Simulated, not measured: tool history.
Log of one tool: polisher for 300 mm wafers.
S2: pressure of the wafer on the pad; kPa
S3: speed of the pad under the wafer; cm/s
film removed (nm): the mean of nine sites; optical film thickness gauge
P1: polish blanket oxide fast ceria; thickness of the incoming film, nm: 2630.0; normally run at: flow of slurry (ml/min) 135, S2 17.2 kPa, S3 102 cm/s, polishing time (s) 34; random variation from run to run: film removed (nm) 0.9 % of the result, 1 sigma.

Run 1, hour 12.2: flow of slurry (ml/min) 135, S2 17.2 kPa, S3 102 cm/s, polishing time (s) 34. Result: film removed (nm) 483.28.
Run 2, hour 24.7: flow of slurry (ml/min) 135, S2 17.2 kPa, S3 102 cm/s, polishing time (s) 34. Result: film removed (nm) 486.45.
Run 3, hour 34.9: flow of slurry (ml/min) 135, S2 17.2 kPa, S3 102 cm/s, polishing time (s) 34. Result: film removed (nm) 484.93.
Run 4, hour 44.7: flow of slurry (ml/min) 135, S2 17.2 kPa, S3 102 cm/s, polishing time (s) 15. Result: film removed (nm) 217.66.
Run 5, hour 59.9: flow of slurry (ml/min) 135, S2 17.2 kPa, S3 102 cm/s, polishing time (s) 34. Result: film removed (nm) 487.63.
Run 6, hour 71: flow of slurry (ml/min) 80, S2 17.2 kPa, S3 102 cm/s, polishing time (s) 34. Result: film removed (nm) 427.35.
Run 7, hour 82.9: flow of slurry (ml/min) 135, S2 7.6 kPa, S3 102 cm/s, polishing time (s) 34. Result: film removed (nm) 212.2.
At hour 83: slurry nozzle cleaned.
Run 8, hour 90: flow of slurry (ml/min) 205, S2 17.2 kPa, S3 102 cm/s, polishing time (s) 34. Result: film removed (nm) 520.34.
Run 9, hour 99.8: flow of slurry (ml/min) 135, S2 17.2 kPa, S3 56 cm/s, polishing time (s) 34. Result: film removed (nm) 272.85.
Run 10, hour 113.8: flow of slurry (ml/min) 135, S2 17.2 kPa, S3 102 cm/s, polishing time (s) 34. Result: film removed (nm) 486.07.
Run 11, hour 124.8: flow of slurry (ml/min) 135, S2 17.2 kPa, S3 102 cm/s, polishing time (s) 45. Result: film removed (nm) 649.81.
Run 12, hour 133.6: flow of slurry (ml/min) 185, S2 17.2 kPa, S3 102 cm/s, polishing time (s) 22. Result: film removed (nm) 333.45.
Run 13, hour 149: flow of slurry (ml/min) 135, S2 26.9 kPa, S3 102 cm/s, polishing time (s) 34. Result: film removed (nm) 760.64.
Run 14, hour 158.1: flow of slurry (ml/min) 135, S2 17.2 kPa, S3 160 cm/s, polishing time (s) 34. Result: film removed (nm) 766.93.
Run 15, hour 170.4: flow of slurry (ml/min) 135, S2 17.2 kPa, S3 102 cm/s, polishing time (s) 34. Result: film removed (nm) 488.58.
Run 16, hour 180.1: flow of slurry (ml/min) 135, S2 17.2 kPa, S3 102 cm/s, polishing time (s) 34. Result: film removed (nm) 474.06.
Run 17, hour 192.4: flow of slurry (ml/min) 135, S2 17.2 kPa, S3 102 cm/s, polishing time (s) 34. Result: film removed (nm) 456.44.
Run 18, hour 207: flow of slurry (ml/min) 135, S2 17.2 kPa, S3 102 cm/s, polishing time (s) 34. Result: film removed (nm) 453.75.
Run 19, hour 215.2: flow of slurry (ml/min) 135, S2 17.2 kPa, S3 102 cm/s, polishing time (s) 34. Result: film removed (nm) 447.24.
At hour 221: worn pad replaced by a new one.
Run 20, hour 222.1: flow of slurry (ml/min) 135, S2 17.2 kPa, S3 102 cm/s, polishing time (s) 34. Result: film removed (nm) 447.91.
Run 21, hour 236.4: flow of slurry (ml/min) 135, S2 17.2 kPa, S3 102 cm/s, polishing time (s) 34. Result: film removed (nm) 449.06.
Run 22, hour 247: flow of slurry (ml/min) 135, S2 17.2 kPa, S3 102 cm/s, polishing time (s) 34. Result: film removed (nm) 447.28.

What P1 gives has crept away from where it was. These 2 causes fit the log equally well, each at the size given:
A: slurry flow missing at the pad, % = 33.3
B: head's pressure below its setpoint, % = 8.94
The creep began at about hour 170.4.
Why every other cause is out:
removal rate lost through wear of the pad, %: serviced at hour 221, which brought nothing back

4 check runs are offered, each on 2 wafers whose results are averaged, their results left as question marks. Which one tells the causes apart?
Run check 1, hour 257.6: flow of slurry (ml/min) 135, S2 26.9 kPa, S3 76 cm/s, polishing time (s) 34. Result: film removed (nm) ?.
Run check 2, hour 257.6: flow of slurry (ml/min) 80, S2 17.2 kPa, S3 102 cm/s, polishing time (s) 34. Result: film removed (nm) ?.
Run check 3, hour 257.6: flow of slurry (ml/min) 135, S2 7.6 kPa, S3 160 cm/s, polishing time (s) 34. Result: film removed (nm) ?.
Run check 4, hour 257.6: flow of slurry (ml/min) 135, S2 26.9 kPa, S3 102 cm/s, polishing time (s) 44. Result: film removed (nm) ?.

What each check would give under each cause:
  check             result    if A    if B
check 1  film removed (nm)  518.36  518.43
check 2  film removed (nm)  372.08  392.39
check 3  film removed (nm)   307.8  307.84
check 4  film removed (nm)  900.32  900.44
How far apart the two closest causes lie, in the result that separates them most: check 1 0.01 %; check 2 5.32 %; check 3 0.01 %; check 4 0.01 %
Only check 2 tells the causes apart: in the others they would give nearly the same result.

Then check 2 was run and gave: film removed (nm) 392.92. Which cause is it?

It is B: head's pressure below its setpoint, %.
